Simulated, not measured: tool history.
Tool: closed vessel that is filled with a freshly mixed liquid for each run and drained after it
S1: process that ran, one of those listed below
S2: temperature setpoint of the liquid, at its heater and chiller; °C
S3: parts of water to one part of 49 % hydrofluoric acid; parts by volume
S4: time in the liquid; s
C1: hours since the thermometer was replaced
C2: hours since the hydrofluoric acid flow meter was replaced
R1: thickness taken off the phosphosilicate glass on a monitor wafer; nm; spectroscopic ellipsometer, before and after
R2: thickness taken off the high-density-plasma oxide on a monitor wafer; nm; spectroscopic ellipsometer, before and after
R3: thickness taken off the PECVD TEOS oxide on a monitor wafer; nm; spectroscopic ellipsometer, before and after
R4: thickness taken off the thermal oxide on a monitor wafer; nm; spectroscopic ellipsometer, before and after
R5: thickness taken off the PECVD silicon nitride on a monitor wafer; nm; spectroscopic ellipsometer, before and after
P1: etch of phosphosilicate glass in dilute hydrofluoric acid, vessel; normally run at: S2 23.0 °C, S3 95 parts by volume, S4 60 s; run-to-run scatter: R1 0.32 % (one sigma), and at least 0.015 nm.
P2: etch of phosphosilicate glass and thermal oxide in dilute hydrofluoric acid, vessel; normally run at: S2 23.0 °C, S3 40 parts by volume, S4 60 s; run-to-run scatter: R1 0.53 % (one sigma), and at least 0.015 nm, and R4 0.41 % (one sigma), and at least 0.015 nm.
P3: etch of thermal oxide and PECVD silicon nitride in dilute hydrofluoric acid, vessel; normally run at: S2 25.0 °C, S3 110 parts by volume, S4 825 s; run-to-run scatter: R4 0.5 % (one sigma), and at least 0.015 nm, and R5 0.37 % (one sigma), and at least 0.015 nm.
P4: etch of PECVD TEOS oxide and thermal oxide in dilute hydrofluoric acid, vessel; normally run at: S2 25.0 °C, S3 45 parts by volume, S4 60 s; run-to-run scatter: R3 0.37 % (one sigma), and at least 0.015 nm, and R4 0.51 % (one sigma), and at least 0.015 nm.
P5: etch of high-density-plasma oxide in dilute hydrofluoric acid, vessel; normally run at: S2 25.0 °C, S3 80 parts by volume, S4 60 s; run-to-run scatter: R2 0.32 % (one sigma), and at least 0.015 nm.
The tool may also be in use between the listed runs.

Run 1, day 0.225: S1 P1, S2 23.0 °C, S3 95 parts by volume, S4 60 s; C1 1001.5; C2 477.8. Result: R1 37.429 nm.
Run 2, day 0.396: S1 P1, S2 23.0 °C, S3 95 parts by volume, S4 60 s; C1 1005.6; C2 481.9. Result: R1 37.169 nm.
Run 3, day 0.642: S1 P1, S2 23.0 °C, S3 20 parts by volume, S4 60 s; C1 1011.5; C2 487.8. Result: R1 194.820 nm.
Run 4, day 0.838: S1 P5, S2 25.0 °C, S3 80 parts by volume, S4 60 s; C1 1016.2; C2 492.5. Result: R2 8.9705 nm.
Run 5, day 1.017: S1 P5, S2 25.0 °C, S3 80 parts by volume, S4 30 s; C1 1020.5; C2 496.8. Result: R2 4.4886 nm.
Run 6, day 1.358: S1 P1, S2 23.0 °C, S3 175 parts by volume, S4 60 s; C1 1028.7; C2 505.0. Result: R1 18.491 nm.
Run 7, day 1.621: S1 P1, S2 23.0 °C, S3 95 parts by volume, S4 30 s; C1 1035.0; C2 511.3. Result: R1 18.594 nm.
Run 8, day 1.992: S1 P4, S2 32.5 °C, S3 45 parts by volume, S4 60 s; C1 1043.9; C2 520.2. Result: R3 46.985 nm, R4 9.2225 nm.
Run 9, day 2.167: S1 P1, S2 23.0 °C, S3 150 parts by volume, S4 30 s; C1 1048.1; C2 524.4. Result: R1 11.066 nm.
Run 10, day 2.421: S1 P3, S2 25.0 °C, S3 110 parts by volume, S4 1290 s; C1 1054.2; C2 530.5. Result: R4 55.8100 nm, R5 73.280 nm.
Run 11, day 2.608: S1 P1, S2 23.0 °C, S3 95 parts by volume, S4 60 s; C1 1058.7; C2 535.0. Result: R1 37.320 nm.
Run 12, day 2.888: S1 P5, S2 25.0 °C, S3 50 parts by volume, S4 60 s; C1 1065.4; C2 541.7. Result: R2 14.8250 nm.
Run 13, day 3.254: S1 P4, S2 25.0 °C, S3 75 parts by volume, S4 60 s; C1 1074.2; C2 550.5. Result: R3 20.140 nm, R4 3.9546 nm.
Run 14, day 3.475: S1 P1, S2 30.5 °C, S3 95 parts by volume, S4 60 s; C1 1079.5; C2 555.8. Result: R1 49.781 nm.
Run 15, day 3.788: S1 P1, S2 23.0 °C, S3 40 parts by volume, S4 30 s; C1 1087.0; C2 563.3. Result: R1 47.490 nm.
Run 16, day 3.988: S1 P2, S2 23.0 °C, S3 40 parts by volume, S4 30 s; C1 1091.8; C2 568.1. Result: R1 52.632 nm, R4 3.7092 nm.
Run 17, day 4.342: S1 P4, S2 25.0 °C, S3 45 parts by volume, S4 110 s; C1 1100.3; C2 576.6. Result: R3 63.982 nm, R4 12.4110 nm.
Run 18, day 4.708: S1 P1, S2 23.0 °C, S3 95 parts by volume, S4 60 s; C1 1109.1; C2 585.4. Result: R1 37.138 nm.
Run 19, day 4.979: S1 P3, S2 25.0 °C, S3 110 parts by volume, S4 825 s; C1 1115.6; C2 591.9. Result: R4 35.5810 nm, R5 46.927 nm.
Run 20, day 5.346: S1 P1, S2 23.0 °C, S3 95 parts by volume, S4 60 s; C1 1124.4; C2 600.7. Result: R1 37.449 nm.
Run 21, day 5.700: S1 P4, S2 25.0 °C, S3 45 parts by volume, S4 60 s; C1 1132.9; C2 609.2. Result: R3 34.662 nm, R4 6.8566 nm.
Run 22, day 5.908: S1 P2, S2 23.0 °C, S3 70 parts by volume, S4 60 s; C1 1137.9; C2 614.2. Result: R1 58.070 nm, R4 4.1313 nm.
Run 23, day 6.225: S1 P4, S2 25.0 °C, S3 45 parts by volume, S4 60 s; C1 1145.5; C2 621.8. Result: R3 34.646 nm, R4 6.8347 nm.
Run 24, day 6.425: S1 P2, S2 23.0 °C, S3 40 parts by volume, S4 60 s; C1 1150.3; C2 626.6. Result: R1 104.170 nm, R4 7.4744 nm.
Run 25, day 6.704: S1 P1, S2 17.5 °C, S3 95 parts by volume, S4 60 s; C1 1157.0; C2 633.3. Result: R1 29.660 nm.
Run 26, day 7.062: S1 P3, S2 25.0 °C, S3 55 parts by volume, S4 825 s; C1 1165.6; C2 641.9. Result: R4 76.5850 nm, R5 92.282 nm.
Run 27, day 7.292: S1 P1, S2 18.0 °C, S3 55 parts by volume, S4 60 s; C1 1171.1; C2 647.4. Result: R1 54.675 nm.
Run 28, day 7.542: S1 P5, S2 21.0 °C, S3 80 parts by volume, S4 60 s; C1 1177.1; C2 653.4. Result: R2 7.6808 nm.
Run 29, day 7.908: S1 P1, S2 23.0 °C, S3 95 parts by volume, S4 60 s; C1 1185.9; C2 662.2. Result: R1 37.204 nm.
Run 30, day 8.183: S1 P2, S2 28.0 °C, S3 40 parts by volume, S4 60 s; C1 1192.5; C2 668.8. Result: R1 127.630 nm, R4 9.1485 nm.
Run 31, day 8.467: S1 P1, S2 23.0 °C, S3 95 parts by volume, S4 110 s; C1 1199.3; C2 675.6. Result: R1 68.148 nm.
Run 32, day 8.742: S1 P1, S2 23.0 °C, S3 95 parts by volume, S4 60 s; C1 1205.9; C2 682.2. Result: R1 37.306 nm.
Run 33, day 8.996: S1 P3, S2 21.0 °C, S3 110 parts by volume, S4 825 s; C1 1212.0; C2 688.3. Result: R4 30.3360 nm, R5 35.881 nm.
Run 34, day 9.204: S1 P1, S2 23.0 °C, S3 95 parts by volume, S4 60 s; C1 1217.0; C2 693.3. Result: R1 37.311 nm.
Run 35, day 9.404: S1 P1, S2 23.0 °C, S3 95 parts by volume, S4 60 s; C1 1221.8; C2 698.1. Result: R1 36.270 nm.
Run 36, day 9.700: S1 P1, S2 23.0 °C, S3 95 parts by volume, S4 60 s; C1 1228.9; C2 705.2. Result: R1 35.091 nm.
Run 37, day 9.871: S1 P1, S2 23.0 °C, S3 95 parts by volume, S4 60 s; C1 1233.0; C2 709.3. Result: R1 34.916 nm.
Run 38, day 10.246: S1 P1, S2 23.0 °C, S3 95 parts by volume, S4 60 s; C1 1242.0; C2 718.3. Result: R1 34.503 nm.
Run 39, day 10.450: S1 P1, S2 23.0 °C, S3 95 parts by volume, S4 60 s; C1 1246.9; C2 723.2. Result: R1 34.433 nm.
Run 40, day 10.617: S1 P1, S2 23.0 °C, S3 95 parts by volume, S4 60 s; C1 1250.9; C2 727.2. Result: R1 34.249 nm.
Run 41, day 10.962: S1 P1, S2 23.0 °C, S3 95 parts by volume, S4 60 s; C1 1259.2; C2 735.5. Result: R1 34.377 nm.

What P1 gives has crept away from where it was. These 2 causes fit the log equally well, each at the size given:
A: hydrofluoric acid flow below the setpoint (%) = 7.11
B: liquid colder than its thermometer reads (K) = 2.04
The creep began at about day 9.204.

4 check runs are offered, one wafer each, their results left as question marks. Which one tells the causes apart?
Run check 1, day 11.308: S1 P4, S2 25.0 °C, S3 45 parts by volume, S4 60 s. Result: R3 ?, R4 ?.
Run check 2, day 11.308: S1 P5, S2 25.0 °C, S3 80 parts by volume, S4 60 s. Result: R2 ?.
Run check 3, day 11.308: S1 P3, S2 25.0 °C, S3 110 parts by volume, S4 825 s. Result: R4 ?, R5 ?.
Run check 4, day 11.308: S1 P2, S2 23.0 °C, S3 40 parts by volume, S4 60 s. Result: R1 ?, R4 ?.

What each check would give under each cause:
  check  result     if A     if B
check 1      R3   32.227   32.036
check 1      R4   6.3174   6.2800
check 2      R2   8.2567   8.2532
check 3      R4  32.7870  32.9140
check 3      R5   43.422   40.862
check 4      R1   96.839   96.043
check 4      R4   6.9016   6.8449
How far apart the two closest causes lie, in the result that separates them most: check 1 0.59 %; check 2 0.04 %; check 3 6.08 %; check 4 0.82 %
Only check 3 tells the causes apart: in the others they would give nearly the same result.

Check 3 was then run and gave: R4 33.0130 nm; R5 40.723 nm. Which cause is it?

It is B: liquid colder than its thermometer reads (K).
